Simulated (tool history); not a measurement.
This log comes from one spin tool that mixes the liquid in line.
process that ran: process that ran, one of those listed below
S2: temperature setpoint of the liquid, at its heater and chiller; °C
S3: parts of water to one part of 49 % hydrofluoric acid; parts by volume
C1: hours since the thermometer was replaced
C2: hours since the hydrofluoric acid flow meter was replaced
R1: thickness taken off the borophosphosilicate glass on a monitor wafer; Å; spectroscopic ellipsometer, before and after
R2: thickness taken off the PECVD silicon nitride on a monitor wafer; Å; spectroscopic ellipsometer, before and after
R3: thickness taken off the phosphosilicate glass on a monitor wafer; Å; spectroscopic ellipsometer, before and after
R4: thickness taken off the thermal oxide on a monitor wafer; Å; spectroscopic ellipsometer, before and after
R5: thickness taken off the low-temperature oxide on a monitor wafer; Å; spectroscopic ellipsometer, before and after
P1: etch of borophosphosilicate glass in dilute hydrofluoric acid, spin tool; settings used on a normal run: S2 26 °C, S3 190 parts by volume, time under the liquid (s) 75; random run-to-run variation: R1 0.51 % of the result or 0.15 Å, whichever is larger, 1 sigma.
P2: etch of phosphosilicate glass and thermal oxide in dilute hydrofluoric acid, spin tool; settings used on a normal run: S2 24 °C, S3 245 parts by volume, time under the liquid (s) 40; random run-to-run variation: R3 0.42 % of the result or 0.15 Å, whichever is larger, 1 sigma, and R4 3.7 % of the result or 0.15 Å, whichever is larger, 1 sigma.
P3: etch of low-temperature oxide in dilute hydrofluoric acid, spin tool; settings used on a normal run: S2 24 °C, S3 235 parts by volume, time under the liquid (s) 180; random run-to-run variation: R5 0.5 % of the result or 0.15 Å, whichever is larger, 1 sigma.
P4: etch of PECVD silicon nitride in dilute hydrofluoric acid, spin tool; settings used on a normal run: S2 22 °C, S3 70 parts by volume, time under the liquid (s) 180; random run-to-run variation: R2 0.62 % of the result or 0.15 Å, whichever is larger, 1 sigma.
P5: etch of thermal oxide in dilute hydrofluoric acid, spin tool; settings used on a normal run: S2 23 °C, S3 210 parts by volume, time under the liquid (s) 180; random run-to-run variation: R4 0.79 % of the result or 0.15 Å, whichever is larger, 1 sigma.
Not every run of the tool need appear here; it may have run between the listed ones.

Run 1, hour 9.8: process that ran P1, S2 26 °C, S3 190 parts by volume, time under the liquid (s) 75; C1 340.5; C2 414. Result: R1 177.38 Å.
Run 2, hour 21.7: process that ran P1, S2 26 °C, S3 190 parts by volume, time under the liquid (s) 115; C1 352.4; C2 425.9. Result: R1 272.86 Å.
Run 3, hour 31.1: process that ran P4, S2 22 °C, S3 70 parts by volume, time under the liquid (s) 350; C1 361.8; C2 435.3. Result: R2 74.225 Å.
Run 4, hour 41.2: process that ran P1, S2 20.5 °C, S3 190 parts by volume, time under the liquid (s) 75; C1 371.9; C2 445.4. Result: R1 144.18 Å.
Run 5, hour 50.1: process that ran P2, S2 24 °C, S3 245 parts by volume, time under the liquid (s) 40; C1 380.8; C2 454.3. Result: R3 260.46 Å, R4 5.9089 Å.
Run 6, hour 64.1: process that ran P5, S2 23 °C, S3 50 parts by volume, time under the liquid (s) 180; C1 394.8; C2 468.3. Result: R4 172.09 Å.
Run 7, hour 73.8: process that ran P4, S2 22 °C, S3 70 parts by volume, time under the liquid (s) 180; C1 404.5; C2 478. Result: R2 38.378 Å.
Run 8, hour 85: process that ran P1, S2 26 °C, S3 190 parts by volume, time under the liquid (s) 75; C1 415.7; C2 489.2. Result: R1 179.36 Å.
Run 9, hour 96.8: process that ran P5, S2 17 °C, S3 210 parts by volume, time under the liquid (s) 180; C1 427.5; C2 501. Result: R4 27.098 Å.
Run 10, hour 108.4: process that ran P3, S2 24 °C, S3 235 parts by volume, time under the liquid (s) 180; C1 439.1; C2 512.6. Result: R5 158.92 Å.
Run 11, hour 117.8: process that ran P5, S2 23 °C, S3 210 parts by volume, time under the liquid (s) 325; C1 448.5; C2 522. Result: R4 61.224 Å.
Run 12, hour 131.3: process that ran P1, S2 26 °C, S3 190 parts by volume, time under the liquid (s) 75; C1 462; C2 535.5. Result: R1 174.44 Å.
Run 13, hour 149.9: process that ran P3, S2 24 °C, S3 235 parts by volume, time under the liquid (s) 355; C1 480.6; C2 554.1. Result: R5 316.11 Å.
Run 14, hour 163.3: process that ran P2, S2 24 °C, S3 335 parts by volume, time under the liquid (s) 40; C1 494; C2 567.5. Result: R3 171.38 Å, R4 4.201 Å.
Run 15, hour 174.9: process that ran P1, S2 26 °C, S3 190 parts by volume, time under the liquid (s) 75; C1 505.6; C2 579.1. Result: R1 175.25 Å.
Run 16, hour 185.4: process that ran P4, S2 18.5 °C, S3 70 parts by volume, time under the liquid (s) 180; C1 516.1; C2 589.6. Result: R2 30.22 Å.
Run 17, hour 194.3: process that ran P4, S2 22 °C, S3 125 parts by volume, time under the liquid (s) 180; C1 525; C2 598.5. Result: R2 21.722 Å.
Run 18, hour 209.9: process that ran P1, S2 26 °C, S3 300 parts by volume, time under the liquid (s) 75; C1 540.6; C2 614.1. Result: R1 99.796 Å.
Run 19, hour 224.1: process that ran P2, S2 24 °C, S3 245 parts by volume, time under the liquid (s) 40; C1 554.8; C2 628.3. Result: R3 258.87 Å, R4 6.0738 Å.
Run 20, hour 235.1: process that ran P1, S2 22.5 °C, S3 190 parts by volume, time under the liquid (s) 110; C1 565.8; C2 639.3. Result: R1 228.75 Å.
Run 21, hour 253.5: process that ran P1, S2 30 °C, S3 190 parts by volume, time under the liquid (s) 75; C1 584.2; C2 657.7. Result: R1 203.86 Å.
Run 22, hour 270.7: process that ran P1, S2 26 °C, S3 190 parts by volume, time under the liquid (s) 40; C1 601.4; C2 674.9. Result: R1 93.557 Å.

The next listed run, before its measurement:
Run 23, hour 281.3: process that ran P1, S2 26 °C, S3 190 parts by volume, time under the liquid (s) 75; C1 612; C2 685.5. Result: R1 ?.

R1: 178.8 Å
